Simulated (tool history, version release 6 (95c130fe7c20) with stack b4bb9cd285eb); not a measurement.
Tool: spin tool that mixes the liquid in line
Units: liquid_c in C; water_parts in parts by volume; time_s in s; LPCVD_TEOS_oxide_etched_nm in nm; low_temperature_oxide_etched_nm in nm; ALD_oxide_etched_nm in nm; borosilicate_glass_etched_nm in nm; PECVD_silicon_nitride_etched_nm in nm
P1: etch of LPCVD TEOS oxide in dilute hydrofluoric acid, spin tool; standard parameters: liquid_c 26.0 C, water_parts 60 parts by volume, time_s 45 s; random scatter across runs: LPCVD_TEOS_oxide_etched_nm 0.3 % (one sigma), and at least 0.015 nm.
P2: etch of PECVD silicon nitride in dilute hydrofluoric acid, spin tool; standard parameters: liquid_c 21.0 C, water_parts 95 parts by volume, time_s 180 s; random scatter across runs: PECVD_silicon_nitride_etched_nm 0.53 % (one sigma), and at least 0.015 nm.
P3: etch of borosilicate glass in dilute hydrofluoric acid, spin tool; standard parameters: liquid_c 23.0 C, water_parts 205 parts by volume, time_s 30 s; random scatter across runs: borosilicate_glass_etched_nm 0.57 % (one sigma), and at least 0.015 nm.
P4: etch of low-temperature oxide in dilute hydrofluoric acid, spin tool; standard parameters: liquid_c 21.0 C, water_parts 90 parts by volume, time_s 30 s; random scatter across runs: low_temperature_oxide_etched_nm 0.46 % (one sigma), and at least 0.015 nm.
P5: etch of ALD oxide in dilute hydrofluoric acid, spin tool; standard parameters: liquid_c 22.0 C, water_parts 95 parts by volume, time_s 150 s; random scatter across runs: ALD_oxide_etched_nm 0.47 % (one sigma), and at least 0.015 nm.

run   hour  process  liquid_c  water_parts  time_s  hours since the thermometer was replaced  hours since the hydrofluoric acid flow meter was replaced  LPCVD_TEOS_oxide_etched_nm  low_temperature_oxide_etched_nm  ALD_oxide_etched_nm  borosilicate_glass_etched_nm  PECVD_silicon_nitride_etched_nm
  1    5.0       P1      26.0           60      45                                     536.8                                                      335.4                     17.6700
  2   12.0       P4      21.0           90      15                                     543.8                                                      342.4                                                       4.6521
  3   16.1       P1      21.0           60      45                                     547.9                                                      346.5                     14.2110
  4   19.7       P1      30.5           60      85                                     551.5                                                      350.1                     39.7000
  5   24.9       P5      22.0           95     150                                     556.7                                                      355.3                                                                           24.9360
  6   29.5       P1      26.0           20      45                                     561.3                                                      359.9                     56.0090
  7   32.9       P5      22.0           95     150                                     564.7                                                      363.3                                                                           25.0470
  8   37.5       P1      33.5           60      45                                     569.3                                                      367.9                     23.4960
  9   40.7       P3      23.0          205      30                                     572.5                                                      371.1                                                                                                          6.5136
 10   44.8       P1      22.5           30      45                                     576.6                                                      375.2                     31.6930
 11   48.6       P3      23.0          205      15                                     580.4                                                      379.0                                                                                                          3.2187
 12   54.9       P3      23.0           85      30                                     586.7                                                      385.3                                                                                                         17.9050
 13   61.2       P2      17.0           95     180                                     593.0                                                      391.6                                                                                                                                          4.67070
      64.0  -- thermometer replaced
 14   66.2       P5      17.0           95     150                                       2.2                                                      396.6                                                                           20.3920
 15   70.0       P1      26.0           60      45                                       6.0                                                      400.4                     17.6870
 16   76.7       P1      26.0           60      70                                      12.7                                                      407.1                     27.3130
 17   83.5       P1      26.0           60      15                                      19.5                                                      413.9                      5.8556
 18   89.4       P5      22.0           95      15                                      25.4                                                      419.8                                                                            2.5371
 19   94.6       P4      21.0           90      30                                      30.6                                                      425.0                                                       9.2908
 20   98.8       P1      26.0           60      45                                      34.8                                                      429.2                     17.5720
 21  106.0       P1      26.0           60      45                                      42.0                                                      436.4                     17.5850
 22  113.0       P3      23.0          205      30                                      49.0                                                      443.4                                                                                                          6.4834
 23  117.2       P2      21.0          150     180                                      53.2                                                      447.6                                                                                                                                          3.90600
 24  123.8       P4      21.0           55      30                                      59.8                                                      454.2                                                      15.7700
 25  127.8       P1      26.0           60      45                                      63.8                                                      458.2                     17.5880
 26  131.2       P4      17.0           90      30                                      67.2                                                      461.6                                                       7.8713
 27  138.3       P1      30.0           30      45                                      74.3                                                      468.7                     42.9620
 28  141.5       P1      26.0           60      45                                      77.5                                                      471.9                     17.5660
 29  146.9       P2      21.0           95     180                                      82.9                                                      477.3                                                                                                                                          6.17400
 30  150.9       P3      30.5          205      30                                      86.9                                                      481.3                                                                                                          8.5229
 31  155.2       P2      21.0           95      25                                      91.2                                                      485.6                                                                                                                                          0.88079
 32  159.1       P5      22.0           30     150                                      95.1                                                      489.5                                                                           86.2570
 33  163.8       P1      26.0           95      45                                      99.8                                                      494.2                     10.6140
 34  170.7       P1      26.0           60      45                                     106.7                                                      501.1                     17.5570
 35  176.2       P1      26.0           60      45                                     112.2                                                      506.6                     18.0630
 36  179.4       P1      26.0           60      45                                     115.4                                                      509.8                     18.2270
 37  185.8       P1      26.0           60      45                                     121.8                                                      516.2                     18.6690
 38  190.4       P1      26.0           60      45                                     126.4                                                      520.8                     18.7030
 39  195.4       P1      26.0           60      45                                     131.4                                                      525.8                     18.8260
 40  200.2       P1      26.0           60      45                                     136.2                                                      530.6                     18.8310
 41  204.2       P1      26.0           60      45                                     140.2                                                      534.6                     18.9640
 42  209.9       P1      26.0           60      45                                     145.9                                                      540.3                     19.0150
 43  216.2       P1      26.0           60      45                                     152.2                                                      546.6                     19.0870
 44  223.4       P1      26.0           60      45                                     159.4                                                      553.8                     19.0380
 45  226.9       P1      26.0           60      45                                     162.9                                                      557.3                     19.0370

P1 has crept away from where it was. The log is fitted equally well by each of these 2 causes, at the sizes shown:
A: liquid hotter than its thermometer reads (K) = 2.07
B: hydrofluoric acid flow above the setpoint (%) = 7.9
The drift started at roughly hour 170.7.

Below are 4 check runs, each on a single wafer, with their results shown as question marks. Which of them would tell the listed causes apart, meaning the causes would give clearly different results under it?
check 1  230.4       P4      17.0           90      30                                                                                                                                                                 ?
check 2  230.4       P2      17.0           95      90                                                                                                                                                                                                                                                     ?
check 3  230.4       P3      23.0          120      15                                                                                                                                                                                                                    ?
check 4  230.4       P5      22.0           35      20                                                                                                                                                                                      ?

Predicted outcomes, by check and by cause:
  check                           result     if A     if B
check 1  low_temperature_oxide_etched_nm   8.5599   8.5255
check 2  PECVD_silicon_nitride_etched_nm  2.68620  2.50530
check 3     borosilicate_glass_etched_nm   6.5967   6.6335
check 4              ALD_oxide_etched_nm  10.6650  10.5840
Per-check spread between the two closest causes, in the result where they differ most: check 1 0.4 %; check 2 6.97 %; check 3 0.56 %; check 4 0.76 %
Only check 2 tells the causes apart: in the others they would give nearly the same result.

Check 2 was then run and gave: PECVD_silicon_nitride_etched_nm 2.67900 nm. Which cause is it?

The cause is A: liquid hotter than its thermometer reads (K).
